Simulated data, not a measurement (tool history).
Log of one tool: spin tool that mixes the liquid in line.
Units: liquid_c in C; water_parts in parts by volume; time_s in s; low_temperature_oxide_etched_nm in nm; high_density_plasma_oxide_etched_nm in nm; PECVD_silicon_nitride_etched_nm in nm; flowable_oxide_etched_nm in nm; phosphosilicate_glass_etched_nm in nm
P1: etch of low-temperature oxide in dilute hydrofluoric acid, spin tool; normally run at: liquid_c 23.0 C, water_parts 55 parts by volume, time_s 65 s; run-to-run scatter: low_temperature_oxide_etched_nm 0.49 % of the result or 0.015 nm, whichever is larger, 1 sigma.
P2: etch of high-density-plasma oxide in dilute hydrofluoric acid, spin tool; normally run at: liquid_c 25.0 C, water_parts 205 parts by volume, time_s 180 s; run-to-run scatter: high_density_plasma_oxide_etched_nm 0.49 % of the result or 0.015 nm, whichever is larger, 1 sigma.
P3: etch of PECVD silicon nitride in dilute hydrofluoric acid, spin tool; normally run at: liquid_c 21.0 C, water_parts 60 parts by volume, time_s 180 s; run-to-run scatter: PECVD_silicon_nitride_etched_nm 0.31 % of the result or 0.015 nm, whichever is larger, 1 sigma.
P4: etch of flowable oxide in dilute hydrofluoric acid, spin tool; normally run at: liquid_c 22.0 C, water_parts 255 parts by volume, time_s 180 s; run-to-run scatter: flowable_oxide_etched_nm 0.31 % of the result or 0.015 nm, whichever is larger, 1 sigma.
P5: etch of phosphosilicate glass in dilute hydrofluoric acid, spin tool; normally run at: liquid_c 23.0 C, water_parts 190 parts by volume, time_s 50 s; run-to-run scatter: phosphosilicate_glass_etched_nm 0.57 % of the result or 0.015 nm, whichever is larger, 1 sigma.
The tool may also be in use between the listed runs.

| run | hour | process | liquid_c | water_parts | time_s | hours since the thermometer was replaced | hours since the hydrofluoric acid flow meter was replaced | low_temperature_oxide_etched_nm | high_density_plasma_oxide_etched_nm | PECVD_silicon_nitride_etched_nm | flowable_oxide_etched_nm | phosphosilicate_glass_etched_nm |
|---|---|---|---|---|---|---|---|---|---|---|---|---|
| 1 | 14.9 | P1 | 23.0 | 55 | 65 | 1992.5 | 182.7 | 23.1910 |  |  |  |  |
| 2 | 23.0 | P1 | 23.0 | 55 | 65 | 2000.6 | 190.8 | 23.5240 |  |  |  |  |
| 3 | 32.4 | P2 | 25.0 | 205 | 180 | 2010.0 | 200.2 |  | 4.8247 |  |  |  |
| 4 | 42.5 | P3 | 21.0 | 30 | 180 | 2020.1 | 210.3 |  |  | 17.0700 |  |  |
| 5 | 53.1 | P4 | 22.0 | 255 | 180 | 2030.7 | 220.9 |  |  |  | 13.473 |  |
| 6 | 63.7 | P1 | 23.0 | 55 | 65 | 2041.3 | 231.5 | 23.5340 |  |  |  |  |
| 7 | 71.8 | P3 | 21.0 | 60 | 180 | 2049.4 | 239.6 |  |  | 8.6642 |  |  |
| 8 | 83.2 | P4 | 22.0 | 65 | 180 | 2060.8 | 251.0 |  |  |  | 65.016 |  |
| 9 | 98.0 | P3 | 21.0 | 60 | 70 | 2075.6 | 265.8 |  |  | 3.3767 |  |  |
| 10 | 109.0 | P5 | 23.0 | 95 | 50 | 2086.6 | 276.8 |  |  |  |  | 60.532 |
| 11 | 122.2 | P5 | 23.0 | 190 | 50 | 2099.8 | 290.0 |  |  |  |  | 27.354 |
| 12 | 139.2 | P1 | 23.0 | 55 | 65 | 2116.8 | 307.0 | 23.0710 |  |  |  |  |
| 13 | 146.8 | P2 | 25.0 | 205 | 180 | 2124.4 | 314.6 |  | 4.8402 |  |  |  |
| 14 | 157.6 | P3 | 17.0 | 60 | 180 | 2135.2 | 325.4 |  |  | 6.5598 |  |  |
| 15 | 165.4 | P1 | 28.5 | 55 | 15 | 2143.0 | 333.2 | 6.7377 |  |  |  |  |
| 16 | 174.9 | P2 | 29.0 | 205 | 180 | 2152.5 | 342.7 |  | 5.5178 |  |  |  |
| 17 | 189.6 | P1 | 23.0 | 95 | 65 | 2167.2 | 357.4 | 12.9310 |  |  |  |  |
| 18 | 200.4 | P1 | 29.5 | 55 | 65 | 2178.0 | 368.2 | 30.2600 |  |  |  |  |
| 19 | 216.5 | P1 | 23.0 | 20 | 65 | 2194.1 | 384.3 | 67.4230 |  |  |  |  |
| 20 | 232.4 | P2 | 25.0 | 205 | 100 | 2210.0 | 400.2 |  | 2.6566 |  |  |  |
| 21 | 243.1 | P1 | 23.0 | 55 | 65 | 2220.7 | 410.9 | 23.4240 |  |  |  |  |
| 22 | 258.8 | P4 | 22.0 | 255 | 180 | 2236.4 | 426.6 |  |  |  | 13.385 |  |

Run 23 comes next. What will it give?
| 23 | 268.5 | P4 | 17.0 | 255 | 180 | 2246.1 | 436.3 |  |  |  | ? |  |

{"run 23": {"flowable_oxide_etched_nm": 11.18}}
